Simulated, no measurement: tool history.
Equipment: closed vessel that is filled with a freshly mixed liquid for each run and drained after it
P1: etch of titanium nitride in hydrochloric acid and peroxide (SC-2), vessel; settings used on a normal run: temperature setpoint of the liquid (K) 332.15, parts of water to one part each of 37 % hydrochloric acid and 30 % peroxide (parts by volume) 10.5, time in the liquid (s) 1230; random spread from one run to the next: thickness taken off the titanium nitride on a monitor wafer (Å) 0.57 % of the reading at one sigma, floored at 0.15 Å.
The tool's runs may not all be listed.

run,day,temperature setpoint of the liquid (K),parts of water to one part each of 37 % hydrochloric acid and 30 % peroxide (parts by volume),time in the liquid (s),hours since the thermometer was replaced,hours since the chemicals flow meter was replaced,hours since the drum of peroxide was connected,thickness taken off the titanium nitride on a monitor wafer (Å)
1,0.392,332.15,10.5,1230,911.1,400.9,135.1,476.690
2,0.983,345.15,10.5,1230,925.3,415.1,149.3,1061.400
3,1.471,332.15,10.5,1230,937.0,426.8,161.0,481.860
4,1.850,332.15,10.5,1230,946.1,435.9,170.1,477.490
5,2.258,332.15,10.5,220,955.9,445.7,179.9,85.786
6,2.825,332.15,10.5,1815,969.5,459.3,193.5,710.470
7,3.154,332.15,4.0,1230,977.4,467.2,201.4,999.420
8,3.521,317.15,10.5,1230,986.2,476.0,210.2,179.390
9,3.871,332.15,10.5,1230,994.6,484.4,218.6,481.420
10,4.283,324.65,10.5,670,1004.5,494.3,228.5,162.440
# day 4.292: new drum of peroxide connected
11,4.838,332.15,19.0,1230,1017.8,507.6,13.2,286.000
12,5.412,332.15,10.5,1230,1031.6,521.4,27.0,483.160
13,5.775,332.15,10.5,1230,1040.3,530.1,35.7,486.090
14,6.054,332.15,10.5,1230,1047.0,536.8,42.4,490.450
15,6.475,332.15,10.5,1230,1057.1,546.9,52.5,496.350
16,6.846,332.15,10.5,1230,1066.0,555.8,61.4,506.660
17,7.358,332.15,10.5,1230,1078.3,568.1,73.7,504.910
18,7.792,332.15,10.5,1230,1088.7,578.5,84.1,510.280
19,8.150,332.15,10.5,1230,1097.3,587.1,92.7,516.040
20,8.433,332.15,10.5,1230,1104.1,593.9,99.5,516.540
21,8.971,332.15,10.5,1230,1117.0,606.8,112.4,522.560
22,9.279,332.15,10.5,1230,1124.4,614.2,119.8,519.810
23,9.833,332.15,10.5,1230,1137.7,627.5,133.1,513.380
24,10.167,332.15,10.5,1230,1145.7,635.5,141.1,517.120

What P1 gives has crept off from where it sat before. The 2 causes that follow fit the log equally well, each at the size noted:
A: chemicals flow above the setpoint (%) = 8.77
B: liquid hotter than its thermometer reads (K) = 1.12
Creep in the process output first set in at about day 5.775.
All other causes, with the reason each is excluded:
peroxide weaker than its label (%): at its largest 8, which would move thickness taken off the titanium nitride on a monitor wafer (Å) by -7.4 %, too little to match the creep or of the wrong sign

The 4 check runs listed below each average the results of 5 wafers, and their outcomes are marked with question marks. Under which run would the listed causes produce clearly different results?
check 1,10.500,345.15,10.5,1805,,,,?
check 2,10.500,332.15,18.0,400,,,,?
check 3,10.500,319.65,14.5,1230,,,,?
check 4,10.500,321.15,4.0,1230,,,,?

Expected result of each check under each candidate cause:
check,result,if A,if B
check 1,thickness taken off the titanium nitride on a monitor wafer (Å),1666.300,1658.100
check 2,thickness taken off the titanium nitride on a monitor wafer (Å),105.330,104.820
check 3,thickness taken off the titanium nitride on a monitor wafer (Å),172.640,173.080
check 4,thickness taken off the titanium nitride on a monitor wafer (Å),516.150,526.580
Minimum pairwise separation of causes per check, each pair taken at its best-separating result: check 1 0.49 %; check 2 0.49 %; check 3 0.26 %; check 4 2 %
The other checks would show nearly matching results whichever cause is true, so check 4 is the only one that separates the causes.

Check 4 has now been run. It gave: thickness taken off the titanium nitride on a monitor wafer (Å) 518.630. Which of the candidate causes is it?

The cause is A: chemicals flow above the setpoint (%).
